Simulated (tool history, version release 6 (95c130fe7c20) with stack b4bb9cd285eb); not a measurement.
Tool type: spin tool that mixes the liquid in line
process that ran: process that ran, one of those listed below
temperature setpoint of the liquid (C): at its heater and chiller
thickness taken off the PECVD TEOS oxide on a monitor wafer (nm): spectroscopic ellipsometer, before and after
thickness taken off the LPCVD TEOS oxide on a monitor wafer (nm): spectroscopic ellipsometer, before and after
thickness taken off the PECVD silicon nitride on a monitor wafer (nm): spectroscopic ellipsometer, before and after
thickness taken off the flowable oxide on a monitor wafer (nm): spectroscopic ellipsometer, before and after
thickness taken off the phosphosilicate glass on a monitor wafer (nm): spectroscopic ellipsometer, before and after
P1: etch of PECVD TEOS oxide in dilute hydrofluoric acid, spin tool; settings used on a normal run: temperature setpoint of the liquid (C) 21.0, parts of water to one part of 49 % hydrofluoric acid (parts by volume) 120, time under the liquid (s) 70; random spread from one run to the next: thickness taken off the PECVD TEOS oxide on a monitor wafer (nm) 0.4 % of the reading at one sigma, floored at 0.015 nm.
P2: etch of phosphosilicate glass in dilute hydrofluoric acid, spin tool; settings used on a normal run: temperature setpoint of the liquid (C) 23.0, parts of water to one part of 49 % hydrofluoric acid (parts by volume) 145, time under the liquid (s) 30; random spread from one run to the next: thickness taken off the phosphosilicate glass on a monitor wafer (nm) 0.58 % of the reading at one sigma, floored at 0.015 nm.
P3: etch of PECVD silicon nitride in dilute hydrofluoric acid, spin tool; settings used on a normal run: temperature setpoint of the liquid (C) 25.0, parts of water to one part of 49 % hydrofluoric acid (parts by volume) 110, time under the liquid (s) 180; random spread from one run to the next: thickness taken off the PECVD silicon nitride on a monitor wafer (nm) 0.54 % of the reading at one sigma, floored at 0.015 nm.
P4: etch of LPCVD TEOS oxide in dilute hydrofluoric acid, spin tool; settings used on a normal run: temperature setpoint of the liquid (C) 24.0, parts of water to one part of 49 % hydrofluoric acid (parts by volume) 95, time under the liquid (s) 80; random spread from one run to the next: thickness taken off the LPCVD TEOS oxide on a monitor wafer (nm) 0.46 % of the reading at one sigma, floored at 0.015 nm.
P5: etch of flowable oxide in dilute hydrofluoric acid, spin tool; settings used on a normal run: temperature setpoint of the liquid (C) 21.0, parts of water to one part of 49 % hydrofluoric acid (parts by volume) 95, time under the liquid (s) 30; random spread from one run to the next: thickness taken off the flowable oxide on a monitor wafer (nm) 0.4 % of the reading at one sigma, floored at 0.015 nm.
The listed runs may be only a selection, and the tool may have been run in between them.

run     day  process that ran  temperature setpoint of the liquid (C)  parts of water to one part of 49 % hydrofluoric acid (parts by volume)  time under the liquid (s)  hours since the thermometer was replaced  hours since the hydrofluoric acid flow meter was replaced  thickness taken off the PECVD TEOS oxide on a monitor wafer (nm)  thickness taken off the LPCVD TEOS oxide on a monitor wafer (nm)  thickness taken off the PECVD silicon nitride on a monitor wafer (nm)  thickness taken off the flowable oxide on a monitor wafer (nm)  thickness taken off the phosphosilicate glass on a monitor wafer (nm)
  1   0.696                P1                                    21.0                                                                     120                         70                                     918.3                                                      253.9                                                           10.1050
  2   1.258                P4                                    24.0                                                                      95                         15                                     931.8                                                      267.4                                                                                                                              7.0314
  3   1.808                P3                                    25.0                                                                     110                        180                                     945.0                                                      280.6                                                                                                                                                                                                     8.2586
  4   2.254                P3                                    25.0                                                                      50                        180                                     955.7                                                      291.3                                                                                                                                                                                                    17.9220
  5   2.896                P5                                    21.0                                                                      95                         15                                     971.1                                                      306.7                                                                                                                                                                                                                                                                     5.4870
  6   3.496                P1                                    21.0                                                                     120                         70                                     985.5                                                      321.1                                                           10.0860
  7   3.933                P1                                    21.0                                                                     175                         70                                     996.0                                                      331.6                                                            6.5016
  8   4.483                P1                                    27.0                                                                      60                         70                                    1009.2                                                      344.8                                                           27.4920
      4.546  -- thermometer replaced
  9   5.017                P1                                    21.0                                                                     120                         70                                      11.4                                                      357.6                                                           10.0480
      5.038  -- hydrofluoric acid flow meter replaced
 10   5.658                P1                                    21.0                                                                     120                         15                                      26.8                                                       14.9                                                            2.1610
 11   6.062                P5                                    21.0                                                                      95                         30                                      36.5                                                       24.6                                                                                                                                                                                                                                                                    11.0270
 12   6.554                P4                                    19.5                                                                      95                         80                                      48.3                                                       36.4                                                                                                                             31.3310
 13   7.283                P2                                    17.5                                                                     145                         30                                      65.8                                                       53.9                                                                                                                                                                                                                                                                                                                                            29.845
 14   7.638                P2                                    23.0                                                                     145                         30                                      74.3                                                       62.4                                                                                                                                                                                                                                                                                                                                            36.782
 15   8.217                P2                                    23.0                                                                     145                         45                                      88.2                                                       76.3                                                                                                                                                                                                                                                                                                                                            55.618
 16   8.575                P1                                    21.0                                                                     120                         70                                      96.8                                                       84.9                                                           10.0170
 17   9.296                P3                                    25.0                                                                     110                         70                                     114.1                                                      102.2                                                                                                                                                                                                     3.2144
 18   9.829                P5                                    28.5                                                                      95                         30                                     126.9                                                      115.0                                                                                                                                                                                                                                                                    14.8160
 19  10.529                P2                                    23.0                                                                     145                         30                                     143.7                                                      131.8                                                                                                                                                                                                                                                                                                                                            36.635
 20  10.958                P4                                    24.0                                                                      55                         80                                     154.0                                                      142.1                                                                                                                             68.6460
 21  11.454                P1                                    21.0                                                                     120                         70                                     165.9                                                      154.0                                                           10.0910
 22  11.888                P1                                    21.0                                                                     120                         70                                     176.3                                                      164.4                                                           10.1090
 23  12.592                P1                                    26.0                                                                     120                         70                                     193.2                                                      181.3                                                           12.2250
 24  12.950                P1                                    17.0                                                                     120                         70                                     201.8                                                      189.9                                                            8.5557
 25  13.679                P5                                    21.0                                                                     150                         30                                     219.3                                                      207.4                                                                                                                                                                                                                                                                     6.5681
 26  14.367                P3                                    17.5                                                                     110                        180                                     235.8                                                      223.9                                                                                                                                                                                                     5.0428
 27  15.062                P1                                    21.0                                                                      30                         70                                     252.5                                                      240.6                                                           44.3560
 28  15.821                P1                                    21.0                                                                     120                        120                                     270.7                                                      258.8                                                           17.3920
 29  16.283                P5                                    21.0                                                                      95                         30                                     281.8                                                      269.9                                                                                                                                                                                                                                                                    11.0220
 30  16.979                P4                                    24.0                                                                      95                         80                                     298.5                                                      286.6                                                                                                                             37.5410
 31  17.750                P2                                    23.0                                                                      60                         30                                     317.0                                                      305.1                                                                                                                                                                                                                                                                                                                                            98.703
 32  18.275                P1                                    21.0                                                                     120                         70                                     329.6                                                      317.7                                                           10.0490
 33  18.688                P1                                    21.0                                                                     120                         70                                     339.5                                                      327.6                                                            9.8730
 34  19.379                P1                                    21.0                                                                     120                         70                                     356.1                                                      344.2                                                            9.7271
 35  20.150                P1                                    21.0                                                                     120                         70                                     374.6                                                      362.7                                                            9.6381
 36  20.688                P1                                    21.0                                                                     120                         70                                     387.5                                                      375.6                                                            9.5263
 37  21.296                P1                                    21.0                                                                     120                         70                                     402.1                                                      390.2                                                            9.5558
 38  22.058                P1                                    21.0                                                                     120                         70                                     420.4                                                      408.5                                                            9.5575
 39  22.708                P1                                    21.0                                                                     120                         70                                     436.0                                                      424.1                                                            9.3949
 40  23.342                P1                                    21.0                                                                     120                         70                                     451.2                                                      439.3                                                            9.4040
 41  24.025                P1                                    21.0                                                                     120                         70                                     467.6                                                      455.7                                                            9.4362
 42  24.712                P1                                    21.0                                                                     120                         70                                     484.1                                                      472.2                                                            9.4113
 43  25.517                P1                                    21.0                                                                     120                         70                                     503.4                                                      491.5                                                            9.3991

What P1 gives has crept off from where it sat before. The 2 causes that follow fit the log equally well, each at the size noted:
A: hydrofluoric acid flow below the setpoint (%) = 5.75
B: liquid colder than its thermometer reads (K) = 1.67
At approximately day 18.275, the process output began to creep.

Listed below are the offered check runs, one wafer per run, with question marks in place of results. For which of them would the causes give clearly different outcomes?
check 1  26.321                P5                                    21.0                                                                      95                         30                                                                                                                                                                                                                                                                                                                                                                               ?
check 2  26.321                P3                                    25.0                                                                     110                        180                                                                                                                                                                                                                                                                                                               ?
check 3  26.321                P2                                    23.0                                                                     145                         30                                                                                                                                                                                                                                                                                                                                                                                                                                                      ?
check 4  26.321                P4                                    24.0                                                                      95                         80                                                                                                                                                                                                                                        ?

If the cause were each of the candidates in turn, the checks would give the following:
  check                                                                 result     if A     if B
check 1         thickness taken off the flowable oxide on a monitor wafer (nm)  10.3220  10.2930
check 2  thickness taken off the PECVD silicon nitride on a monitor wafer (nm)   7.8331   7.4456
check 3  thickness taken off the phosphosilicate glass on a monitor wafer (nm)   34.499   34.634
check 4       thickness taken off the LPCVD TEOS oxide on a monitor wafer (nm)  34.9860  34.9690
Per check, the gap between the least separated pair of causes, taken in the result that splits them most: check 1 0.28 %; check 2 5.07 %; check 3 0.39 %; check 4 0.05 %
Check 2 distinguishes between the causes, while the remaining checks would return nearly the same result for all of them.

Check 2 has now been run. It gave: thickness taken off the PECVD silicon nitride on a monitor wafer (nm) 7.3917. Which of the candidate causes is it?

The cause is B: liquid colder than its thermometer reads (K).
